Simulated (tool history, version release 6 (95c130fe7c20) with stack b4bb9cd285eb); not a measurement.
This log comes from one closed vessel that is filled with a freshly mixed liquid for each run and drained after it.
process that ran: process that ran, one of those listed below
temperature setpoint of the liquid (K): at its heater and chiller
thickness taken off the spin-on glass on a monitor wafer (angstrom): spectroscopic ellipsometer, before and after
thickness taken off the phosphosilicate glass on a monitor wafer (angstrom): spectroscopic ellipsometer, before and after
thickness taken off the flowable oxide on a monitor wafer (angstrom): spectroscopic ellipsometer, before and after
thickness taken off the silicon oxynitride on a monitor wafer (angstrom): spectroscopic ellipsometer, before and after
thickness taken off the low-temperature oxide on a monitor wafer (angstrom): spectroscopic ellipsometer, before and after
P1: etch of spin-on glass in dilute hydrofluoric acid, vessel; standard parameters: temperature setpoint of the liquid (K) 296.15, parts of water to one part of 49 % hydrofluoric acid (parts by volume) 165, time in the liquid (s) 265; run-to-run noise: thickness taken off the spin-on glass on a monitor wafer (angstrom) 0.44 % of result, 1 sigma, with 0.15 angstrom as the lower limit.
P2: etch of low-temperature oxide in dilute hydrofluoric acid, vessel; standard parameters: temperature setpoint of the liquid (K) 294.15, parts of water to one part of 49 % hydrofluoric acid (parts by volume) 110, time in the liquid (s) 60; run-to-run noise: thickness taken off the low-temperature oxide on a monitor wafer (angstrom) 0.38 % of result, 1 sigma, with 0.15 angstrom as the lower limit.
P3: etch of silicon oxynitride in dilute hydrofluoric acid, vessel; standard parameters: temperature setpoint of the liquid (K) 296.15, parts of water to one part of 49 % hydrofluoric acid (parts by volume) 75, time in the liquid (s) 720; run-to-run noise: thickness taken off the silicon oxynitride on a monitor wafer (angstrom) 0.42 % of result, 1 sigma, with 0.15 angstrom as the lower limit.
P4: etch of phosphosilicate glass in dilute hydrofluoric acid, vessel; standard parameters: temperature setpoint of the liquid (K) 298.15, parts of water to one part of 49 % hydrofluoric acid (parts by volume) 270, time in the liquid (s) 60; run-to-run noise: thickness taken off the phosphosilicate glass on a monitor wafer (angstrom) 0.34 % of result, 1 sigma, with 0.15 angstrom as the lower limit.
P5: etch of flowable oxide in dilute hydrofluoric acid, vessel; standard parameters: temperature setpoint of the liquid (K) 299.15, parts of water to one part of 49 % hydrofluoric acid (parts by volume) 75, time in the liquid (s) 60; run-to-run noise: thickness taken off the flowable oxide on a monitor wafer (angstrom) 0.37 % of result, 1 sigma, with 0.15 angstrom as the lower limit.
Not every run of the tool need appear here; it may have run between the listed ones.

run   hour  process that ran  temperature setpoint of the liquid (K)  parts of water to one part of 49 % hydrofluoric acid (parts by volume)  time in the liquid (s)  hours since the thermometer was replaced  hours since the hydrofluoric acid flow meter was replaced  thickness taken off the spin-on glass on a monitor wafer (angstrom)  thickness taken off the phosphosilicate glass on a monitor wafer (angstrom)  thickness taken off the flowable oxide on a monitor wafer (angstrom)  thickness taken off the silicon oxynitride on a monitor wafer (angstrom)  thickness taken off the low-temperature oxide on a monitor wafer (angstrom)
  1   14.5                P1                                  296.15                                                                     165                     265                                     479.6                                                     1211.4                                                              433.570
  2   28.8                P4                                  298.15                                                                     270                      60                                     493.9                                                     1225.7                                                                                                                                            301.99
  3   41.9                P5                                  303.15                                                                      75                      60                                     507.0                                                     1238.8                                                                                                                                                                                                                  371.52
  4   53.1                P3                                  296.15                                                                     120                     720                                     518.2                                                     1250.0                                                                                                                                                                                                                                                                                            246.24
  5   60.2                P3                                  296.15                                                                      75                     210                                     525.3                                                     1257.1                                                                                                                                                                                                                                                                                            118.77
  6   72.9                P4                                  290.65                                                                     270                      60                                     538.0                                                     1269.8                                                                                                                                            228.56
  7   80.4                P1                                  296.15                                                                     165                     265                                     545.5                                                     1277.3                                                              429.370
  8   88.6                P2                                  290.15                                                                     110                      60                                     553.7                                                     1285.5                                                                                                                                                                                                                                                                                                                                                                        131.890
  9  101.9                P4                                  298.15                                                                      95                      60                                     567.0                                                     1298.8                                                                                                                                           1041.10
 10  108.7                P2                                  294.15                                                                     165                      60                                     573.8                                                     1305.6                                                                                                                                                                                                                                                                                                                                                                         98.348
 11  123.5                P1                                  290.15                                                                     165                     265                                     588.6                                                     1320.4                                                              340.090
 12  130.9                P4                                  298.15                                                                     270                      60                                     596.0                                                     1327.8                                                                                                                                            303.19
 13  141.8                P1                                  296.15                                                                     165                     265                                     606.9                                                     1338.7                                                              431.310
 14  152.1                P1                                  296.15                                                                     165                     265                                     617.2                                                     1349.0                                                              431.700
 15  161.6                P3                                  290.15                                                                      75                     720                                     626.7                                                     1358.5                                                                                                                                                                                                                                                                                            303.94
 16  169.9                P5                                  299.15                                                                     120                      60                                     635.0                                                     1366.8                                                                                                                                                                                                                  186.22
 17  180.0                P5                                  299.15                                                                      75                      35                                     645.1                                                     1376.9                                                                                                                                                                                                                  184.13
 18  193.1                P1                                  296.15                                                                     165                     265                                     658.2                                                     1390.0                                                              433.640
 19  199.6                P2                                  294.15                                                                     110                     110                                     664.7                                                     1396.5                                                                                                                                                                                                                                                                                                                                                                        285.990
 20  210.3                P1                                  296.15                                                                     165                     440                                     675.4                                                     1407.2                                                              713.090
 21  224.6                P1                                  299.65                                                                      45                     265                                     689.7                                                     1421.5                                                             2109.200
 22  234.5                P1                                  300.15                                                                     165                     265                                     699.6                                                     1431.4                                                              499.790
 23  243.2                P1                                  296.15                                                                      70                     265                                     708.3                                                     1440.1                                                             1137.900

What does the tool deliver on the next run?
 24  252.0                P1                                  296.15                                                                     165                      60                                     717.1                                                     1448.9                                                                    ?

{"run 24": {"thickness taken off the spin-on glass on a monitor wafer (angstrom)": 97.089}}

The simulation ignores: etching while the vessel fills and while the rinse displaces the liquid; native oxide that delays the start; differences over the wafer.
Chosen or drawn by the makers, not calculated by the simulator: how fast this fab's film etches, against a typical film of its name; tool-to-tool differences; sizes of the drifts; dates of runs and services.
